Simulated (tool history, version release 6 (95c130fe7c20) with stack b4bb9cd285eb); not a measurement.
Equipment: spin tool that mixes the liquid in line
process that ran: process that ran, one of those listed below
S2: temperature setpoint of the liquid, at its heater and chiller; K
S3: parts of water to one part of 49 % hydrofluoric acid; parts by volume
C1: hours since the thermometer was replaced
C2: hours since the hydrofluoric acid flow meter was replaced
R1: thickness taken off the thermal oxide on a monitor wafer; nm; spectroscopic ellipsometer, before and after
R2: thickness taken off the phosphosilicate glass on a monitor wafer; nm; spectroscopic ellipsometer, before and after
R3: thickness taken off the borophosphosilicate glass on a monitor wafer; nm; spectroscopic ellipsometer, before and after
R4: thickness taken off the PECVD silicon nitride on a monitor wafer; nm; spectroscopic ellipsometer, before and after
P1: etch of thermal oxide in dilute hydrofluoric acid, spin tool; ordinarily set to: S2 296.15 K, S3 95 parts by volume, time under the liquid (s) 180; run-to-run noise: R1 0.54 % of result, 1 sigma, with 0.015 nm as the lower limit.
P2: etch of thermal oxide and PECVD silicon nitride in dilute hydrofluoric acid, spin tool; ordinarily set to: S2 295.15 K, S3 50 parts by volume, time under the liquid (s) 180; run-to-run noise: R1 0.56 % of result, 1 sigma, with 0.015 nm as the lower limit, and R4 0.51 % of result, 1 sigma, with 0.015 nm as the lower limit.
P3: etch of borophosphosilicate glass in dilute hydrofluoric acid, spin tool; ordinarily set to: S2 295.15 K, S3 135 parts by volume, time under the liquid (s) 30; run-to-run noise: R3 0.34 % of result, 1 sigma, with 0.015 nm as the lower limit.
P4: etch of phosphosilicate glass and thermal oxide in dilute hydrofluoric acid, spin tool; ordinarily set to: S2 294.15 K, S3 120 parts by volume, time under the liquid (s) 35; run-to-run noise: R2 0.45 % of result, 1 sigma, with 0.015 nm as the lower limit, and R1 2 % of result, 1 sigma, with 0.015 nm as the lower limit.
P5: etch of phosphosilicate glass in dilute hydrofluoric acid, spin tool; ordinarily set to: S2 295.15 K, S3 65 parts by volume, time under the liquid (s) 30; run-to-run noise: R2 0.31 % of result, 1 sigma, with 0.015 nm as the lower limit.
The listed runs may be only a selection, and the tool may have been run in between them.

{"run": 1, "day": 0.321, "process that ran": "P1", "S2": 296.15, "S3": 95, "time under the liquid (s)": 180, "C1": 817.4, "C2": 658.7, "R1": 8.808}
{"run": 2, "day": 0.525, "process that ran": "P1", "S2": 296.15, "S3": 95, "time under the liquid (s)": 325, "C1": 822.3, "C2": 663.6, "R1": 15.934}
{"run": 3, "day": 0.779, "process that ran": "P1", "S2": 296.15, "S3": 95, "time under the liquid (s)": 180, "C1": 828.4, "C2": 669.7, "R1": 8.9093}
{"run": 4, "day": 0.975, "process that ran": "P5", "S2": 295.15, "S3": 65, "time under the liquid (s)": 55, "C1": 833.1, "C2": 674.4, "R2": 57.859}
{"run": 5, "day": 1.154, "process that ran": "P3", "S2": 295.15, "S3": 135, "time under the liquid (s)": 30, "C1": 837.4, "C2": 678.7, "R3": 11.803}
{"run": 6, "day": 1.433, "process that ran": "P1", "S2": 296.15, "S3": 95, "time under the liquid (s)": 180, "C1": 844.1, "C2": 685.4, "R1": 8.8805}
{"day": 1.667, "done": "hydrofluoric acid flow meter replaced"}
{"run": 7, "day": 1.671, "process that ran": "P5", "S2": 295.15, "S3": 115, "time under the liquid (s)": 30, "C1": 849.8, "C2": 0.1, "R2": 16.83}
{"run": 8, "day": 1.896, "process that ran": "P3", "S2": 295.15, "S3": 135, "time under the liquid (s)": 55, "C1": 855.2, "C2": 5.5, "R3": 21.558}
{"run": 9, "day": 2.142, "process that ran": "P2", "S2": 295.15, "S3": 50, "time under the liquid (s)": 30, "C1": 861.1, "C2": 11.4, "R1": 2.7314, "R4": 1.6683}
{"run": 10, "day": 2.404, "process that ran": "P2", "S2": 290.15, "S3": 50, "time under the liquid (s)": 180, "C1": 867.4, "C2": 17.7, "R1": 13.228, "R4": 7.1645}
{"run": 11, "day": 2.621, "process that ran": "P1", "S2": 291.15, "S3": 95, "time under the liquid (s)": 180, "C1": 872.6, "C2": 22.9, "R1": 7.203}
{"run": 12, "day": 2.996, "process that ran": "P1", "S2": 296.15, "S3": 95, "time under the liquid (s)": 180, "C1": 881.6, "C2": 31.9, "R1": 8.8038}
{"run": 13, "day": 3.375, "process that ran": "P4", "S2": 294.15, "S3": 215, "time under the liquid (s)": 35, "C1": 890.7, "C2": 41.0, "R1": 0.59872, "R2": 7.8679}
{"run": 14, "day": 3.562, "process that ran": "P1", "S2": 296.15, "S3": 95, "time under the liquid (s)": 85, "C1": 895.2, "C2": 45.5, "R1": 4.2273}
{"run": 15, "day": 3.833, "process that ran": "P1", "S2": 296.15, "S3": 45, "time under the liquid (s)": 295, "C1": 901.7, "C2": 52.0, "R1": 32.484}
{"run": 16, "day": 4.138, "process that ran": "P4", "S2": 298.65, "S3": 120, "time under the liquid (s)": 35, "C1": 909.0, "C2": 59.3, "R1": 1.3631, "R2": 18.561}
{"run": 17, "day": 4.479, "process that ran": "P1", "S2": 296.15, "S3": 95, "time under the liquid (s)": 180, "C1": 917.2, "C2": 67.5, "R1": 8.8634}
{"run": 18, "day": 4.85, "process that ran": "P4", "S2": 294.15, "S3": 120, "time under the liquid (s)": 35, "C1": 926.1, "C2": 76.4, "R1": 1.1155, "R2": 15.633}
{"run": 19, "day": 5.062, "process that ran": "P3", "S2": 295.15, "S3": 135, "time under the liquid (s)": 30, "C1": 931.2, "C2": 81.5, "R3": 11.746}
{"run": 20, "day": 5.375, "process that ran": "P3", "S2": 295.15, "S3": 185, "time under the liquid (s)": 30, "C1": 938.7, "C2": 89.0, "R3": 8.1351}
{"run": 21, "day": 5.704, "process that ran": "P1", "S2": 296.15, "S3": 135, "time under the liquid (s)": 180, "C1": 946.6, "C2": 96.9, "R1": 5.9283}
{"run": 22, "day": 6.096, "process that ran": "P3", "S2": 302.15, "S3": 135, "time under the liquid (s)": 30, "C1": 956.0, "C2": 106.3, "R3": 15.342}
{"run": 23, "day": 6.308, "process that ran": "P1", "S2": 300.15, "S3": 130, "time under the liquid (s)": 180, "C1": 961.1, "C2": 111.4, "R1": 7.2641}
{"run": 24, "day": 6.658, "process that ran": "P5", "S2": 299.15, "S3": 65, "time under the liquid (s)": 30, "C1": 969.5, "C2": 119.8, "R2": 37.116}
{"run": 25, "day": 7.054, "process that ran": "P1", "S2": 296.15, "S3": 40, "time under the liquid (s)": 180, "C1": 979.0, "C2": 129.3, "R1": 22.334}
{"run": 26, "day": 7.433, "process that ran": "P1", "S2": 303.15, "S3": 95, "time under the liquid (s)": 180, "C1": 988.1, "C2": 138.4, "R1": 11.543}
{"run": 27, "day": 7.621, "process that ran": "P2", "S2": 295.15, "S3": 50, "time under the liquid (s)": 180, "C1": 992.6, "C2": 142.9, "R1": 16.28, "R4": 10.08}
{"run": 28, "day": 7.971, "process that ran": "P2", "S2": 295.15, "S3": 50, "time under the liquid (s)": 180, "C1": 1001.0, "C2": 151.3, "R1": 16.178, "R4": 10.067}
{"run": 29, "day": 8.367, "process that ran": "P4", "S2": 294.15, "S3": 120, "time under the liquid (s)": 55, "C1": 1010.5, "C2": 160.8, "R1": 1.8232, "R2": 24.439}
{"run": 30, "day": 8.608, "process that ran": "P5", "S2": 295.15, "S3": 65, "time under the liquid (s)": 30, "C1": 1016.3, "C2": 166.6, "R2": 31.839}
{"run": 31, "day": 8.912, "process that ran": "P1", "S2": 301.15, "S3": 95, "time under the liquid (s)": 295, "C1": 1023.6, "C2": 173.9, "R1": 17.493}
{"run": 32, "day": 9.133, "process that ran": "P2", "S2": 295.15, "S3": 20, "time under the liquid (s)": 180, "C1": 1028.9, "C2": 179.2, "R1": 41.866, "R4": 24.488}
{"run": 33, "day": 9.488, "process that ran": "P1", "S2": 296.15, "S3": 95, "time under the liquid (s)": 180, "C1": 1037.4, "C2": 187.7, "R1": 8.8401}
{"run": 34, "day": 9.788, "process that ran": "P1", "S2": 296.15, "S3": 95, "time under the liquid (s)": 180, "C1": 1044.6, "C2": 194.9, "R1": 9.0945}
{"run": 35, "day": 10.104, "process that ran": "P1", "S2": 296.15, "S3": 95, "time under the liquid (s)": 180, "C1": 1052.2, "C2": 202.5, "R1": 9.3474}
{"run": 36, "day": 10.375, "process that ran": "P1", "S2": 296.15, "S3": 95, "time under the liquid (s)": 180, "C1": 1058.7, "C2": 209.0, "R1": 9.3235}
{"run": 37, "day": 10.638, "process that ran": "P1", "S2": 296.15, "S3": 95, "time under the liquid (s)": 180, "C1": 1065.0, "C2": 215.3, "R1": 9.5153}
{"run": 38, "day": 10.833, "process that ran": "P1", "S2": 296.15, "S3": 95, "time under the liquid (s)": 180, "C1": 1069.7, "C2": 220.0, "R1": 9.5241}
{"run": 39, "day": 11.062, "process that ran": "P1", "S2": 296.15, "S3": 95, "time under the liquid (s)": 180, "C1": 1075.2, "C2": 225.5, "R1": 9.6344}
{"run": 40, "day": 11.358, "process that ran": "P1", "S2": 296.15, "S3": 95, "time under the liquid (s)": 180, "C1": 1082.3, "C2": 232.6, "R1": 9.6531}
{"run": 41, "day": 11.717, "process that ran": "P1", "S2": 296.15, "S3": 95, "time under the liquid (s)": 180, "C1": 1090.9, "C2": 241.2, "R1": 9.6045}
{"run": 42, "day": 12.042, "process that ran": "P1", "S2": 296.15, "S3": 95, "time under the liquid (s)": 180, "C1": 1098.7, "C2": 249.0, "R1": 9.6901}

P1 no longer gives what it gave before; its output has crept away from where it was. The following 2 causes, each at its listed size, fit the log equally well:
A: hydrofluoric acid flow above the setpoint (%) = 8.22
B: liquid hotter than its thermometer reads (K) = 2.22
Onset of the creep was near day 9.488.

Question marks stand in for the results of the 4 check runs listed below, each run on one wafer. Under which run would the listed causes show clearly different results?
{"run": "check 1", "day": 12.367, "process that ran": "P4", "S2": 294.15, "S3": 120, "time under the liquid (s)": 35, "R1": "?", "R2": "?"}
{"run": "check 2", "day": 12.367, "process that ran": "P5", "S2": 295.15, "S3": 65, "time under the liquid (s)": 30, "R2": "?"}
{"run": "check 3", "day": 12.367, "process that ran": "P2", "S2": 295.15, "S3": 50, "time under the liquid (s)": 180, "R1": "?", "R4": "?"}
{"run": "check 4", "day": 12.367, "process that ran": "P3", "S2": 295.15, "S3": 135, "time under the liquid (s)": 30, "R3": "?"}

What every check run would give for each of its results, assuming each possible cause in turn:
check=check_1 result=R1 if_A=1.25760 if_B=1.25650
check=check_1 result=R2 if_A=17.0800 if_B=17.0650
check=check_2 result=R2 if_A=34.3830 if_B=34.5830
check=check_3 result=R1 if_A=17.67700 if_B=17.82200
check=check_3 result=R4 if_A=10.9060 if_B=11.7390
check=check_4 result=R3 if_A=12.8680 if_B=12.8180
Separation of the two closest causes in each check, using whichever result separates them best: check 1 0.09 %; check 2 0.58 %; check 3 7.37 %; check 4 0.39 %
The causes can be told apart only by check 3. The other checks would give nearly the same results under each of them.

Then check 3 was run and gave: R1 17.95700 nm; R4 11.7420 nm. Which cause is it?

The cause is B: liquid hotter than its thermometer reads (K).
